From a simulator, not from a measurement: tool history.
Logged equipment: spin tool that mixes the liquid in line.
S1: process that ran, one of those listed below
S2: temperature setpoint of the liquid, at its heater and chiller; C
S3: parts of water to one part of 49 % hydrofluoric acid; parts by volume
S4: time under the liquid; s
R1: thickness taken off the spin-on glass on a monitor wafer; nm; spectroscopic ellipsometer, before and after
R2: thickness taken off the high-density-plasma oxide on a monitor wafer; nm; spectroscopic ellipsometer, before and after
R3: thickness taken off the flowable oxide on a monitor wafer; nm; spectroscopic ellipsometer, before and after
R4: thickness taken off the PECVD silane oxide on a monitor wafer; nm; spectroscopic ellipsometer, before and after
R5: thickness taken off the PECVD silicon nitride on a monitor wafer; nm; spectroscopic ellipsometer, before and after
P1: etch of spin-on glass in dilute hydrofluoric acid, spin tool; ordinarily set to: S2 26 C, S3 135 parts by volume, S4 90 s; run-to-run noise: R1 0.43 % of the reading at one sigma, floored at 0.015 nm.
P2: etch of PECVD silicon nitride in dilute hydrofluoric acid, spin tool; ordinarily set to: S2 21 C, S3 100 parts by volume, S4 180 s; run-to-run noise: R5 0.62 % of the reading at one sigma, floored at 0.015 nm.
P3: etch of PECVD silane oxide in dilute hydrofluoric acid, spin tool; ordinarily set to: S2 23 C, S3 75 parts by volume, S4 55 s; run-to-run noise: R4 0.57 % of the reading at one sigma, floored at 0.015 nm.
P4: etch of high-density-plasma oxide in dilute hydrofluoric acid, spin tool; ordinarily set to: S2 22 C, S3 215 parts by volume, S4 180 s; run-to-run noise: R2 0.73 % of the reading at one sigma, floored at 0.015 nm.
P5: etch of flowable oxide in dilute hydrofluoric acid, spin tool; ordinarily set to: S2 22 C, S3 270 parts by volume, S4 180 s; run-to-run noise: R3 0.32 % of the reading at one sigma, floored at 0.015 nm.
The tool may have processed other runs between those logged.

run	hour	S1	S2	S3	S4	R1	R2	R3	R4	R5
1	4.1	P1	26	135	90	20.71				
2	10.5	P1	19	135	90	15.734				
3	15.1	P4	22	215	180		3.4139			
4	21.8	P5	22	270	325			34.137		
5	27.5	P1	26	135	90	20.47				
6	32.6	P3	18.5	75	55				25.668	
7	36.5	P3	23	75	15				8.4227	
8	44.7	P4	22	65	180		13.606			
9	50.5	P1	31.5	135	15	4.2047				
10	54.9	P5	22	270	180			18.907		
11	62.4	P2	17	100	180					2.433
12	67.5	P3	23	75	55				30.828	
13	74.6	P2	21	100	180					3.2113
14	79.4	P1	26	20	90	162.28				
15	83.1	P2	21	100	180					3.1954
16	89.3	P1	26	135	145	33.15				
17	94.1	P5	22	65	180			97.842		
18	99.8	P2	21	170	180					1.8881

Forecast run 19:
19	104.7	P1	26	195	90	?				

Run 19 produced R1 13.341 nm.

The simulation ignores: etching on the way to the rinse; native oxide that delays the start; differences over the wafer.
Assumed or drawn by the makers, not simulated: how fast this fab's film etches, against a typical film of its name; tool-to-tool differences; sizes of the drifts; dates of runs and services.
